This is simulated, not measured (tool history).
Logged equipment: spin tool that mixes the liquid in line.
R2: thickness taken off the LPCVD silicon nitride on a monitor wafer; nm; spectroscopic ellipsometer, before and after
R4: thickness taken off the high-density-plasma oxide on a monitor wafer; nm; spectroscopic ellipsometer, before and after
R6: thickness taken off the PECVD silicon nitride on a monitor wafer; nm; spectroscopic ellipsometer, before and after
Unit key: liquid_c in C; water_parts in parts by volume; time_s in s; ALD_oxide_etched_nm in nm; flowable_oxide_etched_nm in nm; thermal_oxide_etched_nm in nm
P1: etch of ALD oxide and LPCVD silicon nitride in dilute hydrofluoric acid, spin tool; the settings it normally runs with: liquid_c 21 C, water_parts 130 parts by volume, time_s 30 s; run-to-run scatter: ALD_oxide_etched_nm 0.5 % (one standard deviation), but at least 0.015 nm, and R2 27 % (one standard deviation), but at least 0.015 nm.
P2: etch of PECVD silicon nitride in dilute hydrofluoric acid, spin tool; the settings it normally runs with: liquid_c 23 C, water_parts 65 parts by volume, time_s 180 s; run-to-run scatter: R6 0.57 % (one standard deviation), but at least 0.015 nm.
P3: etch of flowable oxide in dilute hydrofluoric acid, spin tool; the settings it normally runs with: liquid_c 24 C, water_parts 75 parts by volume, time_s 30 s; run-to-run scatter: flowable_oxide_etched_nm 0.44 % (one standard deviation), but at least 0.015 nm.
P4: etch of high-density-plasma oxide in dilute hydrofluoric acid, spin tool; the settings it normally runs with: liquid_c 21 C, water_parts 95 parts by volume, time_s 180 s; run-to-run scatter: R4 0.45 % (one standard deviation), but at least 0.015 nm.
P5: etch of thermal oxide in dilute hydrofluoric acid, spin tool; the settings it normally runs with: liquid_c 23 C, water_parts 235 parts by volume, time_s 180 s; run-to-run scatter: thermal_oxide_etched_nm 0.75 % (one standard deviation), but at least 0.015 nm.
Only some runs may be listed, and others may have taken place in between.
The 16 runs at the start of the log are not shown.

run 17 hour=164.4 | process=P1 liquid_c=21 water_parts=130 time_s=30 | ALD_oxide_etched_nm=6.3386 R2=0.10985
run 18 hour=174.4 | process=P1 liquid_c=21 water_parts=130 time_s=30 | ALD_oxide_etched_nm=6.4184 R2=0.08274
run 19 hour=183.5 | process=P1 liquid_c=17 water_parts=130 time_s=15 | ALD_oxide_etched_nm=2.7425 R2=0.034606
run 20 hour=191.9 | process=P5 liquid_c=23 water_parts=235 time_s=180 | thermal_oxide_etched_nm=3.2705
run 21 hour=202.2 | process=P2 liquid_c=23 water_parts=65 time_s=180 | R6=7.8887
run 22 hour=208.3 | process=P5 liquid_c=31.5 water_parts=235 time_s=180 | thermal_oxide_etched_nm=4.3386
run 23 hour=219.8 | process=P1 liquid_c=26.5 water_parts=70 time_s=30 | ALD_oxide_etched_nm=15.679 R2=0.21583
run 24 hour=230.7 | process=P5 liquid_c=23 water_parts=235 time_s=180 | thermal_oxide_etched_nm=3.3366
-- hour=237.3 thermometer replaced
run 25 hour=243.2 | process=P1 liquid_c=21 water_parts=130 time_s=30 | ALD_oxide_etched_nm=6.3641 R2=0.11974
run 26 hour=251 | process=P2 liquid_c=23 water_parts=110 time_s=180 | R6=4.7768
run 27 hour=262 | process=P4 liquid_c=21 water_parts=170 time_s=180 | R4=5.6161
run 28 hour=272.6 | process=P4 liquid_c=21 water_parts=95 time_s=180 | R4=10.893
run 29 hour=281 | process=P1 liquid_c=21 water_parts=130 time_s=55 | ALD_oxide_etched_nm=11.565 R2=0.16863
run 30 hour=289.8 | process=P5 liquid_c=23 water_parts=60 time_s=180 | thermal_oxide_etched_nm=15.672
run 31 hour=300.2 | process=P2 liquid_c=23 water_parts=65 time_s=305 | R6=13.464
run 32 hour=313 | process=P3 liquid_c=20 water_parts=75 time_s=30 | flowable_oxide_etched_nm=14.988
run 33 hour=324.3 | process=P1 liquid_c=21 water_parts=130 time_s=30 | ALD_oxide_etched_nm=6.3505 R2=0.099556
run 34 hour=333.1 | process=P1 liquid_c=21 water_parts=130 time_s=30 | ALD_oxide_etched_nm=6.3387 R2=0.071145
run 35 hour=343.8 | process=P1 liquid_c=21 water_parts=130 time_s=30 | ALD_oxide_etched_nm=6.1644 R2=0.12134
run 36 hour=354.5 | process=P1 liquid_c=21 water_parts=130 time_s=30 | ALD_oxide_etched_nm=6.1849 R2=0.11717

For run 37, what comes out?
run 37 hour=363.4 | process=P1 liquid_c=21 water_parts=130 time_s=30 | ALD_oxide_etched_nm=? R2=?

ALD_oxide_etched_nm: 6.0237 nm
R2: 0.06389 nm
